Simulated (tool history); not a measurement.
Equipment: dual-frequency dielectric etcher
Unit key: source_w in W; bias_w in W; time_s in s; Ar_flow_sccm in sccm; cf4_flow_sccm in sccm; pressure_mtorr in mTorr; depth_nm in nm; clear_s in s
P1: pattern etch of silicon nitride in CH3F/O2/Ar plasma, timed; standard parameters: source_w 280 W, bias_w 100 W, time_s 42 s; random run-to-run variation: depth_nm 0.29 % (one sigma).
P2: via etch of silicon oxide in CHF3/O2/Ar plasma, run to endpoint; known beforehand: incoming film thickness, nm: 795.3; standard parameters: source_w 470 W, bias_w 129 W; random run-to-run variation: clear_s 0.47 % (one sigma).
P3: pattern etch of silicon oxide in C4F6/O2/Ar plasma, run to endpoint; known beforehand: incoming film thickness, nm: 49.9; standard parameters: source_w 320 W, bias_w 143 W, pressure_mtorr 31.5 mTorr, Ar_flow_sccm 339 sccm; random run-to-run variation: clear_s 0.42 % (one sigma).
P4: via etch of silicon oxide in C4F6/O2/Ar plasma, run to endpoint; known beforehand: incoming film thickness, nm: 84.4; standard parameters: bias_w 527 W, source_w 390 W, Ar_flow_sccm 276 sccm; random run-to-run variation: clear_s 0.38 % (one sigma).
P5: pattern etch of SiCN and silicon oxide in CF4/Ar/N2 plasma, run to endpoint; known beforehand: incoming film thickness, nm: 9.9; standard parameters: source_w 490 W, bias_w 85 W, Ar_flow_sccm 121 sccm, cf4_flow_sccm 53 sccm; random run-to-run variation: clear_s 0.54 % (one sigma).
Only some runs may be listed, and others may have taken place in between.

run,hour,process,source_w,bias_w,time_s,Ar_flow_sccm,cf4_flow_sccm,pressure_mtorr,hours since the last wet clean,hours since the last source power generator calibration,hours since the last bias power generator calibration,depth_nm,clear_s
1,6.7,P1,280,100,42,,,,229.6,2688.1,277.7,29.205,
2,13,P5,490,85,,121,53,,235.9,2694.4,284,,11.158
3,20.5,P5,490,85,,92,53,,243.4,2701.9,291.5,,10.615
4,27.5,P4,460,527,,276,,,250.4,2708.9,298.5,,17.14
5,39.5,P5,490,67,,121,53,,262.4,2720.9,310.5,,12.018
6,49.5,P2,470,82,,,,,272.4,2730.9,320.5,,551.2
7,58.8,P1,220,100,42,,,,281.7,2740.2,329.8,26.801,
8,64.1,P3,320,194,,339,,31.5,287,2745.5,335.1,,17.58
9,73.1,P1,280,100,42,,,,296,2754.5,344.1,29.092,
10,80.5,P2,630,129,,,,,303.4,2761.9,351.5,,427.57
11,88.3,P3,320,143,,268,,31.5,311.2,2769.7,359.3,,18.78
12,94.6,P1,280,100,52.5,,,,317.5,2776,365.6,36.457,
13,102.4,P1,280,100,42,,,,325.3,2783.8,373.4,29.324,
14,110.9,P1,280,68,54.5,,,,333.8,2792.3,381.9,32.835,
15,120,P4,390,527,,276,,,342.9,2801.4,391,,18.291
16,130.7,P1,280,100,23,,,,353.6,2812.1,401.7,16.092,
17,142.2,P1,280,100,42,,,,365.1,2823.6,413.2,29.072,
18,148.2,P4,390,637,,276,,,371.1,2829.6,419.2,,17.065
19,159.6,P5,310,85,,121,53,,382.5,2841,430.6,,16.393
20,167.6,P1,280,127,42,,,,390.5,2849,438.6,31.95,
21,177.3,P4,390,527,,164,,,400.2,2858.7,448.3,,17.208
22,185.6,P1,280,68,42,,,,408.5,2867,456.6,25.395,
23,193.6,P3,320,143,,339,,42,416.5,2875,464.6,,20.063
24,200.2,P5,490,85,,121,32,,423.1,2881.6,471.2,,12.011
25,209.6,P1,280,100,42,,,,432.5,2891,480.6,29.168,
26,219.2,P3,210,143,,339,,31.5,442.1,2900.6,490.2,,22.748
27,227.3,P2,470,129,,,,,450.2,2908.7,498.3,,479.09
28,237.6,P1,280,100,42,,,,460.5,2919,508.6,29.246,
29,249.2,P4,390,527,,276,,,472.1,2930.6,520.2,,18.126
30,259,P1,280,100,42,,,,481.9,2940.4,530,29.192,
31,266.6,P1,380,100,42,,,,489.5,2948,537.6,32.774,
32,276.4,P1,230,100,52.5,,,,499.3,2957.8,547.4,33.845,
33,286.4,P3,320,143,,339,,31.5,509.3,2967.8,557.4,,19.352
34,293.3,P1,280,100,42,,,,516.2,2974.7,564.3,29.154,
35,303.1,P1,280,100,42,,,,526,2984.5,574.1,29.331,
36,313.5,P1,280,100,42,,,,536.4,2994.9,584.5,29.556,
37,323.5,P1,280,100,42,,,,546.4,3004.9,594.5,29.388,
# hour 328.5: wet clean of the chamber
38,332.8,P1,280,100,42,,,,4.3,3014.2,603.8,29.425,
39,342.6,P1,280,100,42,,,,14.1,3024,613.6,29.689,
40,354,P1,280,100,42,,,,25.5,3035.4,625,29.839,
41,365.6,P1,280,100,42,,,,37.1,3047,636.6,29.623,

What P1 gives has crept away from where it was. These 2 causes fit the log equally well, each at the size given:
A: bias power that arrives over what is set, % = 4
B: source power that arrives over what is set, % = 4.07
The process output started creeping at around hour 293.3.
Why every other cause is out:
chamber walls in a state that raises the etch rate, %: serviced after onset, at hour 328.5, with no recovery of the prior output

Consider the 4 check runs below, whose results appear as question marks and each of which averages 5 wafers. Which one distinguishes the causes, in that each cause would give it a clearly different result?
check 1,377.2,P2,590,129,,,,,,,,,?
check 2,377.2,P5,420,85,,103,53,,,,,,?
check 3,377.2,P4,390,527,,167,,,,,,,?
check 4,377.2,P3,320,143,,271,,31.5,,,,,?

What each check would give under each cause:
check,result,if A,if B
check 1,clear_s,432.78,431.38
check 2,clear_s,12.16,11.915
check 3,clear_s,16.938,16.941
check 4,clear_s,18.648,18.58
Gap, in per cent, between the two causes that each check separates least, read from the result that separates them most: check 1 0.32 %; check 2 2.04 %; check 3 0.02 %; check 4 0.37 %
Check 2 is the one run that separates the causes; every other check would come out nearly the same whichever cause is at work.

The results of check 2 are: clear_s 12.154 s. Based on these, which of the listed causes is it?

It is A: bias power that arrives over what is set, %.
